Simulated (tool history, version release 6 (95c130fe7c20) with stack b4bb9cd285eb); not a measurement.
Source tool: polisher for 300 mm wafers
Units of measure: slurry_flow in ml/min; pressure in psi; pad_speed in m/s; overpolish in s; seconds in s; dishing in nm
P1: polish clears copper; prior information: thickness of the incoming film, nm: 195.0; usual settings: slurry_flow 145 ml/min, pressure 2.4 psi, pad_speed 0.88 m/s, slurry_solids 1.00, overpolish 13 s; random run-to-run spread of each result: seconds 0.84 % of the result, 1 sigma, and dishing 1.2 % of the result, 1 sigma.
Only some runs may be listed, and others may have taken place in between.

run,day,slurry_flow,pressure,pad_speed,slurry_solids,overpolish,wafers polished on this pad,hours since the slurry nozzle was cleaned,hours since the head pressure was calibrated,hours since the slurry blender was calibrated,seconds,dishing
1,0.296,145,2.4,0.88,1.00,13,256,189.5,1060.0,100.6,87.730,19.2150
2,0.642,145,2.4,1.28,1.00,13,317,197.8,1068.3,108.9,60.042,25.7910
3,0.829,85,2.4,0.88,1.00,13,350,202.3,1072.8,113.4,98.049,17.0370
4,1.075,200,2.4,0.60,1.00,13,393,208.2,1078.7,119.3,121.300,14.5940
5,1.383,145,2.4,0.88,1.50,13,447,215.6,1086.1,126.7,80.321,20.6190
6,1.608,145,3.4,0.88,1.00,13,486,221.0,1091.5,132.1,61.373,25.5270
7,2.004,145,2.4,0.88,1.00,13,555,230.5,1101.0,141.6,86.878,19.2360
8,2.250,145,2.4,0.60,1.00,13,598,236.4,1106.9,147.5,126.580,14.1100
9,2.629,145,2.4,0.88,1.00,13,665,245.5,1116.0,156.6,88.591,19.3600
10,2.962,145,1.6,0.88,1.00,13,723,253.5,1124.0,164.6,131.320,13.7090
11,3.242,205,2.4,0.88,1.00,13,772,260.2,1130.7,171.3,82.706,20.0160
12,3.500,145,2.4,0.88,1.00,4,817,266.4,1136.9,177.5,86.959,6.8691
13,3.867,145,2.4,0.88,1.00,19,881,275.2,1145.7,186.3,87.469,25.8410
14,4.154,145,2.4,0.88,0.75,13,932,282.1,1152.6,193.2,92.865,18.2070
15,4.367,145,3.5,0.88,1.00,6,969,287.2,1157.7,198.3,59.668,13.7700
16,4.746,145,2.4,0.88,1.00,13,1035,296.3,1166.8,207.4,86.273,19.2640
17,5.079,145,2.4,0.88,1.00,13,1094,304.3,1174.8,215.4,86.721,19.3910
18,5.283,145,2.4,0.88,1.00,13,1129,309.2,1179.7,220.3,88.188,18.8010
19,5.671,145,2.4,0.88,1.00,13,1197,318.5,1189.0,229.6,88.188,19.1590
20,5.871,145,2.4,0.88,1.00,13,1232,323.3,1193.8,234.4,88.799,19.0730
21,6.142,145,2.4,0.88,1.00,13,1280,329.8,1200.3,240.9,91.068,18.7200
22,6.350,145,2.4,0.88,1.00,13,1316,334.8,1205.3,245.9,91.606,18.6260
23,6.692,145,2.4,0.88,1.00,13,1376,343.0,1213.5,254.1,93.583,18.0450
24,7.088,145,2.4,0.88,1.00,13,1445,352.5,1223.0,263.6,95.535,17.7730
25,7.262,145,2.4,0.88,1.00,13,1476,356.7,1227.2,267.8,95.355,18.0310
26,7.575,145,2.4,0.88,1.00,13,1531,364.2,1234.7,275.3,96.760,18.0140
27,7.896,145,2.4,0.88,1.00,13,1587,371.9,1242.4,283.0,97.547,17.2860
# day 7.917: head pressure recalibrated
# day 7.933: slurry blender recalibrated
28,8.204,145,2.4,0.88,1.00,13,1641,379.3,7.0,6.5,97.718,18.0670
29,8.492,145,2.4,0.88,1.00,13,1691,386.2,13.9,13.4,98.162,17.8510
30,8.746,145,2.4,0.88,1.00,13,1735,392.3,20.0,19.5,99.139,17.7360

Compared with where it was, what P1 gives has crept away. Each cause listed below fits the log as well as the rest, at the size given for it:
A: removal rate lost through wear of the pad, % = 9.95
B: slurry flow missing at the pad, % = 37.7
The gradual shift began around day 5.671.
Ruled out, with reasons:
head's pressure below its setpoint, %: serviced at day 7.917, after the change had begun; the process did not return to its earlier output
abrasive missing from the slurry, %: serviced at day 7.933, after the change had begun; the process did not return to its earlier output

Below are 4 check runs, each averaged over 5 wafers, with their results shown as question marks. Which of them would give clearly different results depending on which cause is behind the drift?
check 1,9.000,145,2.4,0.60,0.80,13,,,,,?,?
check 2,9.000,145,2.4,1.10,1.00,13,,,,,?,?
check 3,9.000,110,2.4,0.88,1.00,13,,,,,?,?
check 4,9.000,145,2.4,1.12,1.35,13,,,,,?,?

What each check would give under each cause:
check,result,if A,if B
check 1,seconds,149.680,149.660
check 1,dishing,12.2510,12.2530
check 2,seconds,77.882,77.869
check 2,dishing,21.1310,21.1340
check 3,seconds,102.920,105.910
check 3,dishing,16.8820,16.4860
check 4,seconds,71.645,71.633
check 4,dishing,22.5350,22.5370
Per check, the gap between the least separated pair of causes, taken in the result that splits them most: check 1 0.02 %; check 2 0.02 %; check 3 2.86 %; check 4 0.02 %
Only check 3 tells the causes apart: in the others they would give nearly the same result.

Then check 3 was run and gave: seconds 106.560 s; dishing 16.6390 nm. Which cause is it?

It is B: slurry flow missing at the pad, %.

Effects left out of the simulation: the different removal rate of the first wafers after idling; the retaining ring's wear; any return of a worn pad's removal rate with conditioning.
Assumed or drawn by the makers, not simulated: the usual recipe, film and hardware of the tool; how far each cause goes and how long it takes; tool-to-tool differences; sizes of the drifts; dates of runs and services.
